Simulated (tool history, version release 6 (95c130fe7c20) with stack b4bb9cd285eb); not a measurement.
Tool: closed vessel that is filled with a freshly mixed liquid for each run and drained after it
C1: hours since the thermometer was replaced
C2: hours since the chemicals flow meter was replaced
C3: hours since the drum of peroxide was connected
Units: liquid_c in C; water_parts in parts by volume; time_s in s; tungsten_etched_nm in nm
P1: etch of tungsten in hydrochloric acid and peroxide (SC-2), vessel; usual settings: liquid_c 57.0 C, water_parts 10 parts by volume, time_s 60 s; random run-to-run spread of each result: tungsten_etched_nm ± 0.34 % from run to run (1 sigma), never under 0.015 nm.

{"run": 1, "hour": 10.2, "liquid_c": 57.0, "water_parts": 10, "time_s": 60, "C1": 1801.9, "C2": 738.2, "C3": 718.0, "tungsten_etched_nm": 29.449}
{"run": 2, "hour": 18.3, "liquid_c": 57.0, "water_parts": 10, "time_s": 60, "C1": 1810.0, "C2": 746.3, "C3": 726.1, "tungsten_etched_nm": 29.389}
{"run": 3, "hour": 29.4, "liquid_c": 57.0, "water_parts": 15, "time_s": 35, "C1": 1821.1, "C2": 757.4, "C3": 737.2, "tungsten_etched_nm": 12.088}
{"run": 4, "hour": 40.7, "liquid_c": 57.0, "water_parts": 4, "time_s": 60, "C1": 1832.4, "C2": 768.7, "C3": 748.5, "tungsten_etched_nm": 58.884}
{"run": 5, "hour": 49.0, "liquid_c": 57.0, "water_parts": 15, "time_s": 60, "C1": 1840.7, "C2": 777.0, "C3": 756.8, "tungsten_etched_nm": 20.889}
{"run": 6, "hour": 59.8, "liquid_c": 57.0, "water_parts": 10, "time_s": 60, "C1": 1851.5, "C2": 787.8, "C3": 767.6, "tungsten_etched_nm": 29.718}
{"run": 7, "hour": 71.5, "liquid_c": 57.0, "water_parts": 10, "time_s": 105, "C1": 1863.2, "C2": 799.5, "C3": 779.3, "tungsten_etched_nm": 51.639}
{"run": 8, "hour": 79.5, "liquid_c": 57.0, "water_parts": 10, "time_s": 60, "C1": 1871.2, "C2": 807.5, "C3": 787.3, "tungsten_etched_nm": 29.515}
{"run": 9, "hour": 86.0, "liquid_c": 42.0, "water_parts": 5, "time_s": 60, "C1": 1877.7, "C2": 814.0, "C3": 793.8, "tungsten_etched_nm": 18.661}
{"run": 10, "hour": 98.4, "liquid_c": 48.5, "water_parts": 10, "time_s": 60, "C1": 1890.1, "C2": 826.4, "C3": 806.2, "tungsten_etched_nm": 17.015}
{"run": 11, "hour": 105.7, "liquid_c": 57.0, "water_parts": 10, "time_s": 60, "C1": 1897.4, "C2": 833.7, "C3": 813.5, "tungsten_etched_nm": 29.592}
{"run": 12, "hour": 112.0, "liquid_c": 72.0, "water_parts": 10, "time_s": 60, "C1": 1903.7, "C2": 840.0, "C3": 819.8, "tungsten_etched_nm": 73.473}
{"run": 13, "hour": 118.9, "liquid_c": 67.5, "water_parts": 10, "time_s": 105, "C1": 1910.6, "C2": 846.9, "C3": 826.7, "tungsten_etched_nm": 98.944}
{"run": 14, "hour": 124.9, "liquid_c": 57.0, "water_parts": 10, "time_s": 60, "C1": 1916.6, "C2": 852.9, "C3": 832.7, "tungsten_etched_nm": 29.545}
{"hour": 128.2, "done": "chemicals flow meter replaced"}
{"run": 15, "hour": 133.9, "liquid_c": 57.0, "water_parts": 10, "time_s": 30, "C1": 1925.6, "C2": 5.7, "C3": 841.7, "tungsten_etched_nm": 14.783}
{"run": 16, "hour": 140.2, "liquid_c": 57.0, "water_parts": 10, "time_s": 60, "C1": 1931.9, "C2": 12.0, "C3": 848.0, "tungsten_etched_nm": 29.473}
{"run": 17, "hour": 152.7, "liquid_c": 57.0, "water_parts": 10, "time_s": 60, "C1": 1944.4, "C2": 24.5, "C3": 860.5, "tungsten_etched_nm": 29.6}
{"run": 18, "hour": 158.8, "liquid_c": 57.0, "water_parts": 10, "time_s": 60, "C1": 1950.5, "C2": 30.6, "C3": 866.6, "tungsten_etched_nm": 28.513}
{"run": 19, "hour": 166.9, "liquid_c": 57.0, "water_parts": 10, "time_s": 60, "C1": 1958.6, "C2": 38.7, "C3": 874.7, "tungsten_etched_nm": 27.6}
{"run": 20, "hour": 174.7, "liquid_c": 57.0, "water_parts": 10, "time_s": 60, "C1": 1966.4, "C2": 46.5, "C3": 882.5, "tungsten_etched_nm": 27.146}
{"run": 21, "hour": 180.9, "liquid_c": 57.0, "water_parts": 10, "time_s": 60, "C1": 1972.6, "C2": 52.7, "C3": 888.7, "tungsten_etched_nm": 26.98}
{"run": 22, "hour": 190.5, "liquid_c": 57.0, "water_parts": 10, "time_s": 60, "C1": 1982.2, "C2": 62.3, "C3": 898.3, "tungsten_etched_nm": 26.74}
{"hour": 190.7, "done": "new drum of peroxide connected"}
{"run": 23, "hour": 201.0, "liquid_c": 57.0, "water_parts": 10, "time_s": 60, "C1": 1992.7, "C2": 72.8, "C3": 10.3, "tungsten_etched_nm": 26.545}
{"run": 24, "hour": 206.8, "liquid_c": 57.0, "water_parts": 10, "time_s": 60, "C1": 1998.5, "C2": 78.6, "C3": 16.1, "tungsten_etched_nm": 26.722}

Compared with where it was, what P1 gives has crept away. Each cause listed below fits the log as well as the rest, at the size given for it:
A: liquid colder than its thermometer reads (K) = 1.64
B: chemicals flow below the setpoint (%) = 11.7
The creep began at about hour 152.7.
Why every other cause is out:
peroxide weaker than its label (%): maintenance at hour 190.7, after the shift began, did not return the process to its former output

Below are 4 check runs, each averaged over 2 wafers, with their results shown as question marks. Which of them would give clearly different results depending on which cause is behind the drift?
{"run": "check 1", "hour": 212.6, "liquid_c": 57.0, "water_parts": 4, "time_s": 30, "tungsten_etched_nm": "?"}
{"run": "check 2", "hour": 212.6, "liquid_c": 57.0, "water_parts": 13, "time_s": 30, "tungsten_etched_nm": "?"}
{"run": "check 3", "hour": 212.6, "liquid_c": 49.5, "water_parts": 10, "time_s": 85, "tungsten_etched_nm": "?"}
{"run": "check 4", "hour": 212.6, "liquid_c": 66.5, "water_parts": 10, "time_s": 60, "tungsten_etched_nm": "?"}

What each check would give under each cause:
check=check_1 result=tungsten_etched_nm if_A=26.604 if_B=27.159
check=check_2 result=tungsten_etched_nm if_A=10.642 if_B=10.605
check=check_3 result=tungsten_etched_nm if_A=22.970 if_B=23.097
check=check_4 result=tungsten_etched_nm if_A=48.268 if_B=48.014
Per-check spread between the two closest causes, in the result where they differ most: check 1 2.06 %; check 2 0.35 %; check 3 0.55 %; check 4 0.53 %
Only in check 1 would the causes give clearly different results; in the remaining checks their results would be nearly the same.

Check 1 was carried out, with these results: tungsten_etched_nm 26.592 nm. Which of the listed causes is responsible?

It was cause A: liquid colder than its thermometer reads (K).

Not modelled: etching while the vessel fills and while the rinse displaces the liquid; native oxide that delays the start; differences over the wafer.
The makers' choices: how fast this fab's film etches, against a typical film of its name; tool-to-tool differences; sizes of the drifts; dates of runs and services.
